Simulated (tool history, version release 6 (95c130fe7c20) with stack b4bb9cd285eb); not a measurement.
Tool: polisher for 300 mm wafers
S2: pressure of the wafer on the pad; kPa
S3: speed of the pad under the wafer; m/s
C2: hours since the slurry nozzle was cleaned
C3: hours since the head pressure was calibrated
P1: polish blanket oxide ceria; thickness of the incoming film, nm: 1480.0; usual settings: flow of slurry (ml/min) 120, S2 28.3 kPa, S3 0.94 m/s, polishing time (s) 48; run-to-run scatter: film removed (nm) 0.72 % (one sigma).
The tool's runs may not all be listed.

{"run": 1, "hour": 4.7, "flow of slurry (ml/min)": 120, "S2": 28.3, "S3": 0.94, "polishing time (s)": 48, "wafers polished on this pad": 389, "C2": 389.1, "C3": 235, "film removed (nm)": 229.3}
{"run": 2, "hour": 9.6, "flow of slurry (ml/min)": 120, "S2": 12.4, "S3": 0.94, "polishing time (s)": 48, "wafers polished on this pad": 458, "C2": 394, "C3": 239.9, "film removed (nm)": 98.837}
{"run": 3, "hour": 14.5, "flow of slurry (ml/min)": 120, "S2": 28.3, "S3": 0.94, "polishing time (s)": 48, "wafers polished on this pad": 526, "C2": 398.9, "C3": 244.8, "film removed (nm)": 227.92}
{"run": 4, "hour": 19.3, "flow of slurry (ml/min)": 120, "S2": 37.9, "S3": 0.94, "polishing time (s)": 48, "wafers polished on this pad": 593, "C2": 403.7, "C3": 249.6, "film removed (nm)": 304.65}
{"run": 5, "hour": 24.8, "flow of slurry (ml/min)": 120, "S2": 28.3, "S3": 0.94, "polishing time (s)": 48, "wafers polished on this pad": 670, "C2": 409.2, "C3": 255.1, "film removed (nm)": 228.11}
{"run": 6, "hour": 28.2, "flow of slurry (ml/min)": 120, "S2": 28.3, "S3": 1.46, "polishing time (s)": 48, "wafers polished on this pad": 718, "C2": 412.6, "C3": 258.5, "film removed (nm)": 352.68}
{"run": 7, "hour": 32.1, "flow of slurry (ml/min)": 120, "S2": 28.3, "S3": 0.94, "polishing time (s)": 48, "wafers polished on this pad": 772, "C2": 416.5, "C3": 262.4, "film removed (nm)": 229.41}
{"run": 8, "hour": 36.9, "flow of slurry (ml/min)": 120, "S2": 28.3, "S3": 0.94, "polishing time (s)": 28, "wafers polished on this pad": 839, "C2": 421.3, "C3": 267.2, "film removed (nm)": 131.96}
{"run": 9, "hour": 40.9, "flow of slurry (ml/min)": 180, "S2": 28.3, "S3": 0.94, "polishing time (s)": 48, "wafers polished on this pad": 895, "C2": 425.3, "C3": 271.2, "film removed (nm)": 245.91}
{"run": 10, "hour": 43.8, "flow of slurry (ml/min)": 120, "S2": 28.3, "S3": 0.94, "polishing time (s)": 72, "wafers polished on this pad": 935, "C2": 428.2, "C3": 274.1, "film removed (nm)": 344.02}
{"run": 11, "hour": 48.6, "flow of slurry (ml/min)": 80, "S2": 28.3, "S3": 0.94, "polishing time (s)": 48, "wafers polished on this pad": 1003, "C2": 433, "C3": 278.9, "film removed (nm)": 207.37}
{"run": 12, "hour": 51.7, "flow of slurry (ml/min)": 120, "S2": 28.3, "S3": 0.94, "polishing time (s)": 48, "wafers polished on this pad": 1046, "C2": 436.1, "C3": 282, "film removed (nm)": 228.18}
{"run": 13, "hour": 54.9, "flow of slurry (ml/min)": 180, "S2": 28.3, "S3": 0.94, "polishing time (s)": 36, "wafers polished on this pad": 1091, "C2": 439.3, "C3": 285.2, "film removed (nm)": 183.02}
{"run": 14, "hour": 58.8, "flow of slurry (ml/min)": 120, "S2": 28.3, "S3": 0.64, "polishing time (s)": 48, "wafers polished on this pad": 1145, "C2": 443.2, "C3": 289.1, "film removed (nm)": 153.65}
{"run": 15, "hour": 62.9, "flow of slurry (ml/min)": 120, "S2": 28.3, "S3": 0.94, "polishing time (s)": 48, "wafers polished on this pad": 1202, "C2": 447.3, "C3": 293.2, "film removed (nm)": 225.97}
{"run": 16, "hour": 66.6, "flow of slurry (ml/min)": 120, "S2": 28.3, "S3": 0.94, "polishing time (s)": 48, "wafers polished on this pad": 1254, "C2": 451, "C3": 296.9, "film removed (nm)": 225.82}
{"run": 17, "hour": 69.8, "flow of slurry (ml/min)": 120, "S2": 28.3, "S3": 0.94, "polishing time (s)": 48, "wafers polished on this pad": 1299, "C2": 454.2, "C3": 300.1, "film removed (nm)": 221.55}
{"run": 18, "hour": 74.2, "flow of slurry (ml/min)": 120, "S2": 28.3, "S3": 0.94, "polishing time (s)": 48, "wafers polished on this pad": 1360, "C2": 458.6, "C3": 304.5, "film removed (nm)": 215.69}
{"run": 19, "hour": 77.2, "flow of slurry (ml/min)": 120, "S2": 28.3, "S3": 0.94, "polishing time (s)": 48, "wafers polished on this pad": 1402, "C2": 461.6, "C3": 307.5, "film removed (nm)": 209.2}
{"run": 20, "hour": 80.6, "flow of slurry (ml/min)": 120, "S2": 28.3, "S3": 0.94, "polishing time (s)": 48, "wafers polished on this pad": 1450, "C2": 465, "C3": 310.9, "film removed (nm)": 210.55}
{"run": 21, "hour": 84.7, "flow of slurry (ml/min)": 120, "S2": 28.3, "S3": 0.94, "polishing time (s)": 48, "wafers polished on this pad": 1507, "C2": 469.1, "C3": 315, "film removed (nm)": 204.43}
{"hour": 87.2, "done": "head pressure recalibrated"}
{"run": 22, "hour": 90.0, "flow of slurry (ml/min)": 120, "S2": 28.3, "S3": 0.94, "polishing time (s)": 48, "wafers polished on this pad": 1581, "C2": 474.4, "C3": 2.8, "film removed (nm)": 202.59}
{"run": 23, "hour": 95.1, "flow of slurry (ml/min)": 120, "S2": 28.3, "S3": 0.94, "polishing time (s)": 48, "wafers polished on this pad": 1652, "C2": 479.5, "C3": 7.9, "film removed (nm)": 202.79}
{"run": 24, "hour": 97.8, "flow of slurry (ml/min)": 120, "S2": 28.3, "S3": 0.94, "polishing time (s)": 48, "wafers polished on this pad": 1690, "C2": 482.2, "C3": 10.6, "film removed (nm)": 200.42}
{"run": 25, "hour": 102.6, "flow of slurry (ml/min)": 120, "S2": 28.3, "S3": 0.94, "polishing time (s)": 48, "wafers polished on this pad": 1757, "C2": 487, "C3": 15.4, "film removed (nm)": 203.06}

What P1 gives has crept away from where it was. These 2 causes fit the log equally well, each at the size given:
A: slurry flow missing at the pad, % = 35.7
B: removal rate lost through wear of the pad, % = 10.9
The creep began at about hour 66.6.
Why every other cause is out:
head's pressure below its setpoint, %: serviced at hour 87.2, which brought nothing back

4 check runs are offered, each on 2 wafers whose results are averaged, their results left as question marks. Which one tells the causes apart?
{"run": "check 1", "hour": 107.4, "flow of slurry (ml/min)": 120, "S2": 18.6, "S3": 1.34, "polishing time (s)": 48, "film removed (nm)": "?"}
{"run": "check 2", "hour": 107.4, "flow of slurry (ml/min)": 85, "S2": 28.3, "S3": 0.94, "polishing time (s)": 28, "film removed (nm)": "?"}
{"run": "check 3", "hour": 107.4, "flow of slurry (ml/min)": 120, "S2": 35.9, "S3": 1.44, "polishing time (s)": 48, "film removed (nm)": "?"}
{"run": "check 4", "hour": 107.4, "flow of slurry (ml/min)": 120, "S2": 13.8, "S3": 0.94, "polishing time (s)": 48, "film removed (nm)": "?"}

What each check would give under each cause:
check=check_1 result=film_removed_(nm) if_A=190.66 if_B=190.58
check=check_2 result=film_removed_(nm) if_A=104.54 if_B=108.68
check=check_3 result=film_removed_(nm) if_A=394.61 if_B=394.44
check=check_4 result=film_removed_(nm) if_A=99.073 if_B=99.031
How far apart the two closest causes lie, in the result that separates them most: check 1 0.04 %; check 2 3.88 %; check 3 0.04 %; check 4 0.04 %
Check 2 tells the causes apart: in the others they would give nearly the same result.

Then check 2 was run and gave: film removed (nm) 109.03. Which cause is it?

It is B: removal rate lost through wear of the pad, %.
